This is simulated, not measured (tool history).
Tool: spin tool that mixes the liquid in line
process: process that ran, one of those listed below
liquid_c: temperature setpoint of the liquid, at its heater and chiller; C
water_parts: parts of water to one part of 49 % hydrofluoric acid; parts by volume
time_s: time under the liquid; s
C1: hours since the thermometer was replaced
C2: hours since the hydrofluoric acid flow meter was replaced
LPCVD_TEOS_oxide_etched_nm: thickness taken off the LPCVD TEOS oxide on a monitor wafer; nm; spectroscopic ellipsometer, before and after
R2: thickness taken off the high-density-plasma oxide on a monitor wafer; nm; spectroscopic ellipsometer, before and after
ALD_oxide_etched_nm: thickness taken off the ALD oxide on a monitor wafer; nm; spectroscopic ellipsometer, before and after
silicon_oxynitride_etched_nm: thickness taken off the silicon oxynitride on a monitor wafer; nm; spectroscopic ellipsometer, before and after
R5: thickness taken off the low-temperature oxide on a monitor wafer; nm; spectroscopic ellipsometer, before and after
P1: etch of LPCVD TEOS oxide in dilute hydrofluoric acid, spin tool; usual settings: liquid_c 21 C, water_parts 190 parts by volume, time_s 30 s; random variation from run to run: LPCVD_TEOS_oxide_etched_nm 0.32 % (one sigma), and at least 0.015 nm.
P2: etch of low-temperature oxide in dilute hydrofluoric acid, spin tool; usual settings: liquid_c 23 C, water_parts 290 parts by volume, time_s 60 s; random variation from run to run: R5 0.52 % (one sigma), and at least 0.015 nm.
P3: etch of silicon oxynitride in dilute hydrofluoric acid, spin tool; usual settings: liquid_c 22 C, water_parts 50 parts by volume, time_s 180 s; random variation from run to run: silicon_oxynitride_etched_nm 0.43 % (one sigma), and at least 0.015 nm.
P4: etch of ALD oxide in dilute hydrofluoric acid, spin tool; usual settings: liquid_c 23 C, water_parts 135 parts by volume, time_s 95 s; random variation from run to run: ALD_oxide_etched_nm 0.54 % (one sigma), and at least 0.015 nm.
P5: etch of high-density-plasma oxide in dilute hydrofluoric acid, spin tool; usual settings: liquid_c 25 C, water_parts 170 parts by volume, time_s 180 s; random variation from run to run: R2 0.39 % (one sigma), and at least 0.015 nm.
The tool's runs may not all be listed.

{"run": 1, "hour": 8.5, "process": "P1", "liquid_c": 21, "water_parts": 190, "time_s": 30, "C1": 1195.9, "C2": 501.1, "LPCVD_TEOS_oxide_etched_nm": 7.1814}
{"run": 2, "hour": 21.2, "process": "P5", "liquid_c": 25, "water_parts": 300, "time_s": 180, "C1": 1208.6, "C2": 513.8, "R2": 3.3907}
{"run": 3, "hour": 30.7, "process": "P4", "liquid_c": 17, "water_parts": 135, "time_s": 95, "C1": 1218.1, "C2": 523.3, "ALD_oxide_etched_nm": 13.373}
{"run": 4, "hour": 36.6, "process": "P1", "liquid_c": 25.5, "water_parts": 190, "time_s": 30, "C1": 1224, "C2": 529.2, "LPCVD_TEOS_oxide_etched_nm": 8.4768}
{"run": 5, "hour": 43.6, "process": "P1", "liquid_c": 17, "water_parts": 190, "time_s": 30, "C1": 1231, "C2": 536.2, "LPCVD_TEOS_oxide_etched_nm": 6.1334}
{"run": 6, "hour": 55.9, "process": "P1", "liquid_c": 21, "water_parts": 190, "time_s": 30, "C1": 1243.3, "C2": 548.5, "LPCVD_TEOS_oxide_etched_nm": 7.1541}
{"run": 7, "hour": 62.1, "process": "P3", "liquid_c": 22, "water_parts": 50, "time_s": 180, "C1": 1249.5, "C2": 554.7, "silicon_oxynitride_etched_nm": 14.634}
{"run": 8, "hour": 75.2, "process": "P5", "liquid_c": 25, "water_parts": 170, "time_s": 180, "C1": 1262.6, "C2": 567.8, "R2": 6.8941}
{"run": 9, "hour": 81.1, "process": "P3", "liquid_c": 17, "water_parts": 50, "time_s": 180, "C1": 1268.5, "C2": 573.7, "silicon_oxynitride_etched_nm": 11.364}
{"run": 10, "hour": 89.1, "process": "P2", "liquid_c": 23, "water_parts": 290, "time_s": 90, "C1": 1276.5, "C2": 581.7, "R5": 7.3988}
{"run": 11, "hour": 97.3, "process": "P1", "liquid_c": 21, "water_parts": 190, "time_s": 30, "C1": 1284.7, "C2": 589.9, "LPCVD_TEOS_oxide_etched_nm": 7.2047}
{"run": 12, "hour": 104.9, "process": "P4", "liquid_c": 23, "water_parts": 135, "time_s": 155, "C1": 1292.3, "C2": 597.5, "ALD_oxide_etched_nm": 27.545}
{"run": 13, "hour": 117.0, "process": "P3", "liquid_c": 22, "water_parts": 50, "time_s": 15, "C1": 1304.4, "C2": 609.6, "silicon_oxynitride_etched_nm": 1.236}
{"run": 14, "hour": 125.8, "process": "P2", "liquid_c": 31, "water_parts": 290, "time_s": 60, "C1": 1313.2, "C2": 618.4, "R5": 6.5092}
{"run": 15, "hour": 137.8, "process": "P1", "liquid_c": 21, "water_parts": 190, "time_s": 30, "C1": 1325.2, "C2": 630.4, "LPCVD_TEOS_oxide_etched_nm": 7.1909}
{"run": 16, "hour": 150.7, "process": "P1", "liquid_c": 21, "water_parts": 190, "time_s": 15, "C1": 1338.1, "C2": 643.3, "LPCVD_TEOS_oxide_etched_nm": 3.5588}
{"run": 17, "hour": 161.7, "process": "P1", "liquid_c": 21, "water_parts": 190, "time_s": 30, "C1": 1349.1, "C2": 654.3, "LPCVD_TEOS_oxide_etched_nm": 7.2522}
{"run": 18, "hour": 168.2, "process": "P1", "liquid_c": 29, "water_parts": 190, "time_s": 60, "C1": 1355.6, "C2": 660.8, "LPCVD_TEOS_oxide_etched_nm": 19.314}
{"run": 19, "hour": 175.4, "process": "P2", "liquid_c": 23, "water_parts": 290, "time_s": 60, "C1": 1362.8, "C2": 668, "R5": 5.0217}
{"run": 20, "hour": 181.4, "process": "P3", "liquid_c": 22, "water_parts": 30, "time_s": 180, "C1": 1368.8, "C2": 674, "silicon_oxynitride_etched_nm": 24.914}
{"run": 21, "hour": 193.0, "process": "P5", "liquid_c": 25, "water_parts": 170, "time_s": 15, "C1": 1380.4, "C2": 685.6, "R2": 0.55995}
{"run": 22, "hour": 200.9, "process": "P1", "liquid_c": 26, "water_parts": 290, "time_s": 30, "C1": 1388.3, "C2": 693.5, "LPCVD_TEOS_oxide_etched_nm": 5.0875}
{"run": 23, "hour": 213.8, "process": "P4", "liquid_c": 23, "water_parts": 210, "time_s": 95, "C1": 1401.2, "C2": 706.4, "ALD_oxide_etched_nm": 10.158}
{"run": 24, "hour": 225.7, "process": "P1", "liquid_c": 21, "water_parts": 30, "time_s": 30, "C1": 1413.1, "C2": 718.3, "LPCVD_TEOS_oxide_etched_nm": 54.432}
{"run": 25, "hour": 237.4, "process": "P4", "liquid_c": 23, "water_parts": 135, "time_s": 95, "C1": 1424.8, "C2": 730, "ALD_oxide_etched_nm": 16.887}
{"run": 26, "hour": 245.6, "process": "P1", "liquid_c": 21, "water_parts": 190, "time_s": 60, "C1": 1433, "C2": 738.2, "LPCVD_TEOS_oxide_etched_nm": 14.38}
{"run": 27, "hour": 256.9, "process": "P2", "liquid_c": 23, "water_parts": 50, "time_s": 60, "C1": 1444.3, "C2": 749.5, "R5": 37.571}
{"run": 28, "hour": 269.8, "process": "P5", "liquid_c": 31, "water_parts": 170, "time_s": 180, "C1": 1457.2, "C2": 762.4, "R2": 8.5803}
{"run": 29, "hour": 280.6, "process": "P2", "liquid_c": 23, "water_parts": 290, "time_s": 60, "C1": 1468, "C2": 773.2, "R5": 4.9225}
{"run": 30, "hour": 289.7, "process": "P1", "liquid_c": 21, "water_parts": 265, "time_s": 30, "C1": 1477.1, "C2": 782.3, "LPCVD_TEOS_oxide_etched_nm": 4.7692}
{"run": 31, "hour": 300.1, "process": "P1", "liquid_c": 21, "water_parts": 270, "time_s": 55, "C1": 1487.5, "C2": 792.7, "LPCVD_TEOS_oxide_etched_nm": 8.5689}
{"run": 32, "hour": 310.1, "process": "P1", "liquid_c": 21, "water_parts": 190, "time_s": 30, "C1": 1497.5, "C2": 802.7, "LPCVD_TEOS_oxide_etched_nm": 7.1732}
{"run": 33, "hour": 322.9, "process": "P1", "liquid_c": 21, "water_parts": 190, "time_s": 30, "C1": 1510.3, "C2": 815.5, "LPCVD_TEOS_oxide_etched_nm": 7.2225}
{"run": 34, "hour": 335.2, "process": "P1", "liquid_c": 21, "water_parts": 190, "time_s": 30, "C1": 1522.6, "C2": 827.8, "LPCVD_TEOS_oxide_etched_nm": 7.4521}
{"run": 35, "hour": 343.3, "process": "P1", "liquid_c": 21, "water_parts": 190, "time_s": 30, "C1": 1530.7, "C2": 835.9, "LPCVD_TEOS_oxide_etched_nm": 7.5145}
{"run": 36, "hour": 349.6, "process": "P1", "liquid_c": 21, "water_parts": 190, "time_s": 30, "C1": 1537, "C2": 842.2, "LPCVD_TEOS_oxide_etched_nm": 7.6151}

The next listed run, before its measurement:
{"run": 37, "hour": 357.6, "process": "P1", "liquid_c": 21, "water_parts": 190, "time_s": 30, "C1": 1545, "C2": 850.2, "LPCVD_TEOS_oxide_etched_nm": "?"}

{"run 37": {"LPCVD_TEOS_oxide_etched_nm": 7.6513}}

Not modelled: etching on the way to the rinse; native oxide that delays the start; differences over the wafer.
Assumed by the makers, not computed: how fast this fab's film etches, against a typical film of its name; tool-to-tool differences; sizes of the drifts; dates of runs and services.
